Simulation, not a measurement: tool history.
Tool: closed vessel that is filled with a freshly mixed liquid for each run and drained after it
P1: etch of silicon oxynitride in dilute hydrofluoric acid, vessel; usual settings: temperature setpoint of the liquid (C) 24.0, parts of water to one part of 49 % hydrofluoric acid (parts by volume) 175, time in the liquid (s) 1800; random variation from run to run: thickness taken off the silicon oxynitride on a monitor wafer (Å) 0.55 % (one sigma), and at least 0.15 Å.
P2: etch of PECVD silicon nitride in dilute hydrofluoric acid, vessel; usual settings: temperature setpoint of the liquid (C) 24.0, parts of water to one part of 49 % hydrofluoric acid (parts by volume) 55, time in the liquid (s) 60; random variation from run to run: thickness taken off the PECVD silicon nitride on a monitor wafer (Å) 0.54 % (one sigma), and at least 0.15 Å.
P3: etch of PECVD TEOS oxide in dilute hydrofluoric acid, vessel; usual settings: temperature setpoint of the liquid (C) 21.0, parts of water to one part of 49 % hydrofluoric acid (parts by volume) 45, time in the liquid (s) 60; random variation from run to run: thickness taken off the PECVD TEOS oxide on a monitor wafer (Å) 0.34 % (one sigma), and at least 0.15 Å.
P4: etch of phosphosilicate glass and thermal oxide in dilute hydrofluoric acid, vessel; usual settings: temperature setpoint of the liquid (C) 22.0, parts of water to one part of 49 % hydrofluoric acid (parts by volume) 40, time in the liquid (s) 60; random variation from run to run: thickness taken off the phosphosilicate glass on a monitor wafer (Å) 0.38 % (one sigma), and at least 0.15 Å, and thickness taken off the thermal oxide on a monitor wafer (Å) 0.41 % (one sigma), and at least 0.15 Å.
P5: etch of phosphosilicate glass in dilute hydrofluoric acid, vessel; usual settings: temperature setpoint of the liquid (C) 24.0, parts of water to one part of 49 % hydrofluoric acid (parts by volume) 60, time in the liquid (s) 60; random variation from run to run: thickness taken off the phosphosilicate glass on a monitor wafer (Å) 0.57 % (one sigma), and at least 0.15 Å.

| run | hour | process that ran | temperature setpoint of the liquid (C) | parts of water to one part of 49 % hydrofluoric acid (parts by volume) | time in the liquid (s) | hours since the thermometer was replaced | hours since the hydrofluoric acid flow meter was replaced | thickness taken off the silicon oxynitride on a monitor wafer (Å) | thickness taken off the phosphosilicate glass on a monitor wafer (Å) | thickness taken off the thermal oxide on a monitor wafer (Å) | thickness taken off the PECVD TEOS oxide on a monitor wafer (Å) | thickness taken off the PECVD silicon nitride on a monitor wafer (Å) |
|---|---|---|---|---|---|---|---|---|---|---|---|---|
| 1 | 6.8 | P1 | 24.0 | 175 | 1800 | 245.6 | 196.1 | 181.690 |  |  |  |  |
| 2 | 13.8 | P4 | 22.0 | 40 | 30 | 252.6 | 203.1 |  | 1504.00 | 34.397 |  |  |
| 3 | 19.3 | P4 | 22.0 | 40 | 60 | 258.1 | 208.6 |  | 3015.50 | 68.770 |  |  |
| 4 | 28.1 | P1 | 31.0 | 175 | 1800 | 266.9 | 217.4 | 246.260 |  |  |  |  |
|  | 38.4 | thermometer replaced |
| 5 | 40.1 | P3 | 21.0 | 70 | 60 | 1.7 | 229.4 |  |  |  | 140.41 |  |
| 6 | 48.2 | P1 | 29.5 | 300 | 1800 | 9.8 | 237.5 | 122.940 |  |  |  |  |
| 7 | 59.9 | P1 | 19.0 | 175 | 1800 | 21.5 | 249.2 | 145.990 |  |  |  |  |
| 8 | 70.3 | P1 | 24.0 | 175 | 105 | 31.9 | 259.6 | 10.378 |  |  |  |  |
| 9 | 76.4 | P3 | 21.0 | 45 | 60 | 38.0 | 265.7 |  |  |  | 226.06 |  |
| 10 | 85.0 | P5 | 30.5 | 60 | 60 | 46.6 | 274.3 |  | 1011.90 |  |  |  |
| 11 | 94.3 | P1 | 24.0 | 255 | 1800 | 55.9 | 283.6 | 118.950 |  |  |  |  |
| 12 | 101.1 | P1 | 24.0 | 175 | 2755 | 62.7 | 290.4 | 278.690 |  |  |  |  |
| 13 | 108.6 | P3 | 21.0 | 45 | 110 | 70.2 | 297.9 |  |  |  | 412.87 |  |
|  | 112.8 | hydrofluoric acid flow meter replaced |
| 14 | 115.5 | P2 | 24.0 | 55 | 110 | 77.1 | 2.8 |  |  |  |  | 94.716 |
| 15 | 123.3 | P1 | 24.0 | 175 | 1800 | 84.9 | 10.6 | 182.210 |  |  |  |  |
| 16 | 133.8 | P4 | 22.0 | 55 | 60 | 95.4 | 21.1 |  | 2155.00 | 49.152 |  |  |
| 17 | 145.2 | P1 | 24.0 | 175 | 1800 | 106.8 | 32.5 | 181.060 |  |  |  |  |
| 18 | 154.9 | P3 | 25.5 | 45 | 60 | 116.5 | 42.2 |  |  |  | 270.96 |  |
| 19 | 166.3 | P5 | 24.0 | 60 | 60 | 127.9 | 53.6 |  | 772.26 |  |  |  |
| 20 | 172.1 | P1 | 24.0 | 50 | 1800 | 133.7 | 59.4 | 704.970 |  |  |  |  |
| 21 | 179.5 | P1 | 24.0 | 75 | 735 | 141.1 | 66.8 | 189.120 |  |  |  |  |
| 22 | 187.1 | P1 | 24.0 | 175 | 1800 | 148.7 | 74.4 | 182.740 |  |  |  |  |
| 23 | 197.4 | P2 | 19.5 | 55 | 60 | 159.0 | 84.7 |  |  |  |  | 38.077 |
| 24 | 205.0 | P5 | 24.0 | 60 | 90 | 166.6 | 92.3 |  | 1173.80 |  |  |  |
| 25 | 210.3 | P5 | 24.0 | 110 | 60 | 171.9 | 97.6 |  | 396.08 |  |  |  |
| 26 | 219.1 | P2 | 24.0 | 20 | 60 | 180.7 | 106.4 |  |  |  |  | 138.790 |
| 27 | 226.6 | P4 | 27.5 | 40 | 60 | 188.2 | 113.9 |  | 3773.20 | 86.955 |  |  |
| 28 | 237.1 | P1 | 24.0 | 175 | 1800 | 198.7 | 124.4 | 183.390 |  |  |  |  |
| 29 | 244.2 | P2 | 24.0 | 55 | 60 | 205.8 | 131.5 |  |  |  |  | 51.679 |
| 30 | 249.7 | P3 | 21.0 | 45 | 60 | 211.3 | 137.0 |  |  |  | 224.70 |  |
| 31 | 260.7 | P1 | 24.0 | 100 | 930 | 222.3 | 148.0 | 175.230 |  |  |  |  |
| 32 | 270.9 | P1 | 24.0 | 175 | 1800 | 232.5 | 158.2 | 181.210 |  |  |  |  |
| 33 | 279.2 | P1 | 24.0 | 175 | 1800 | 240.8 | 166.5 | 178.730 |  |  |  |  |
| 34 | 290.3 | P1 | 24.0 | 175 | 1800 | 251.9 | 177.6 | 170.250 |  |  |  |  |
| 35 | 297.0 | P1 | 24.0 | 175 | 1800 | 258.6 | 184.3 | 170.970 |  |  |  |  |
| 36 | 307.6 | P1 | 24.0 | 175 | 1800 | 269.2 | 194.9 | 168.680 |  |  |  |  |
| 37 | 316.5 | P1 | 24.0 | 175 | 1800 | 278.1 | 203.8 | 168.510 |  |  |  |  |
| 38 | 322.6 | P1 | 24.0 | 175 | 1800 | 284.2 | 209.9 | 166.380 |  |  |  |  |
| 39 | 331.7 | P1 | 24.0 | 175 | 1800 | 293.3 | 219.0 | 166.390 |  |  |  |  |
| 40 | 339.4 | P1 | 24.0 | 175 | 1800 | 301.0 | 226.7 | 167.980 |  |  |  |  |

What P1 gives has crept away from where it was. These 2 causes fit the log equally well, each at the size given:
A: liquid colder than its thermometer reads (K) = 2.08
B: hydrofluoric acid flow below the setpoint (%) = 7.99
The creep began at about hour 270.9.

4 check runs are offered, one wafer each, their results left as question marks. Which one tells the causes apart?
| check 1 | 347.1 | P5 | 24.0 | 60 | 60 |  |  |  | ? |  |  |  |
| check 2 | 347.1 | P3 | 21.0 | 45 | 60 |  |  |  |  |  | ? |  |
| check 3 | 347.1 | P4 | 22.0 | 40 | 60 |  |  |  | ? | ? |  |  |
| check 4 | 347.1 | P2 | 24.0 | 55 | 60 |  |  |  |  |  |  | ? |

What each check would give under each cause:
| check | result | if A | if B |
|---|---|---|---|
| check 1 | thickness taken off the phosphosilicate glass on a monitor wafer (Å) | 715.61 | 712.46 |
| check 2 | thickness taken off the PECVD TEOS oxide on a monitor wafer (Å) | 206.27 | 206.38 |
| check 3 | thickness taken off the phosphosilicate glass on a monitor wafer (Å) | 2762.70 | 2764.70 |
| check 3 | thickness taken off the thermal oxide on a monitor wafer (Å) | 63.248 | 63.293 |
| check 4 | thickness taken off the PECVD silicon nitride on a monitor wafer (Å) | 44.983 | 47.730 |
How far apart the two closest causes lie, in the result that separates them most: check 1 0.44 %; check 2 0.05 %; check 3 0.07 %; check 4 5.93 %
Check 4 tells the causes apart: in the others they would give nearly the same result.

Check 4 was then run and gave: thickness taken off the PECVD silicon nitride on a monitor wafer (Å) 48.150. Which cause is it?

It is B: hydrofluoric acid flow below the setpoint (%).

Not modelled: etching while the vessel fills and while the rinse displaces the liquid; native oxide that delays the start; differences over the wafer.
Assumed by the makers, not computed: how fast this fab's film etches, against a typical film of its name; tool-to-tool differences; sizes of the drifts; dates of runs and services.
